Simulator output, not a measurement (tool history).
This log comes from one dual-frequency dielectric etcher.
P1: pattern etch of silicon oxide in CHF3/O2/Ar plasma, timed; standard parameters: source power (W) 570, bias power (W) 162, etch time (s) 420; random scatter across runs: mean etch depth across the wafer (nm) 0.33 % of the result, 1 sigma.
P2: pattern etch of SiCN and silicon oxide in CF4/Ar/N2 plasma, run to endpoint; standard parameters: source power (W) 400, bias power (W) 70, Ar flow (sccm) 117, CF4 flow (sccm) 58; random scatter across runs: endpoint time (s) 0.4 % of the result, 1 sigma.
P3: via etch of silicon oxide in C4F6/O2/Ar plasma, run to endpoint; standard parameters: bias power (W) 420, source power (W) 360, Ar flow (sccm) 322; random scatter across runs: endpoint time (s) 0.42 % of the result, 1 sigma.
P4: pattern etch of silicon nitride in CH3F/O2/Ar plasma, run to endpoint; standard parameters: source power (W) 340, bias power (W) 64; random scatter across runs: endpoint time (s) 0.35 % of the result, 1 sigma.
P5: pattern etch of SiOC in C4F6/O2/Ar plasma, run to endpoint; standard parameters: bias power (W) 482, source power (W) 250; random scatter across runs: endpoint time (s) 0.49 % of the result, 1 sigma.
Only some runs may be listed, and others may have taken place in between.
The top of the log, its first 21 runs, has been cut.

run     day  process that ran  source power (W)  bias power (W)  etch time (s)  Ar flow (sccm)  CF4 flow (sccm)  hours since the last wet clean  hours since the last source power generator calibration  hours since the last bias power generator calibration  mean etch depth across the wafer (nm)  endpoint time (s)
 22  11.158                P1               570             213            420                                                            414.3                                                     1574                                                  186.3                                 852.94
 23  11.833                P3               360             420                            322                                            430.5                                                   1590.2                                                  202.5                                                    27.237
 24  12.279                P3               360             580                            322                                            441.2                                                   1600.9                                                  213.2                                                    24.236
 25  12.925                P5               150             482                                                                           456.7                                                   1616.4                                                  228.7                                                    24.527
     13.212  -- source power generator calibrated
 26  13.538                P1               570             162            420                                                            471.4                                                      7.9                                                  243.4                                 783.24
 27  13.971                P2               310              70                            117               58                           481.8                                                     18.3                                                  253.8                                                    24.039
 28  14.404                P5               250             482                                                                           492.2                                                     28.7                                                  264.2                                                    20.332
 29  14.825                P3               360             420                            450                                            502.3                                                     38.8                                                  274.3                                                     28.71
 30  15.321                P1               570             162            420                                                            514.2                                                     50.7                                                  286.2                                 778.19
 31  15.688                P1               570             162            420                                                              523                                                     59.5                                                    295                                 780.89
 32   16.25                P2               400              70                             85               58                           536.5                                                       73                                                  308.5                                                    18.266
 33  16.608                P3               430             420                            322                                            545.1                                                     81.6                                                  317.1                                                    25.524
 34  16.946                P1               570             162            420                                                            553.2                                                     89.7                                                  325.2                                  776.3
 35  17.625                P1               570             162            420                                                            569.5                                                      106                                                  341.5                                 775.39
 36      18                P1               570             162            420                                                            578.5                                                      115                                                  350.5                                 770.94
 37  18.412                P1               570             162            420                                                            588.4                                                    124.9                                                  360.4                                 773.37
 38  19.046                P1               570             162            420                                                            603.6                                                    140.1                                                  375.6                                  769.4
 39  19.617                P1               570             162            420                                                            617.3                                                    153.8                                                  389.3                                  772.2
 40  19.992                P1               570             162            420                                                            626.3                                                    162.8                                                  398.3                                    766
     20.379  -- wet clean of the chamber
 41  20.646                P1               570             162            420                                                              6.4                                                    178.5                                                    414                                 768.06
 42  21.283                P1               570             162            420                                                             21.7                                                    193.8                                                  429.3                                 767.56
 43   21.85                P1               570             162            420                                                             35.3                                                    207.4                                                  442.9                                 768.19

Run 44 comes next. What will it give?
 44  22.4                P1               570             162            420                                                             48.5                                                    220.6                                                  456.1                                      ?

Run 44 yielded mean etch depth across the wafer (nm) 766.28.
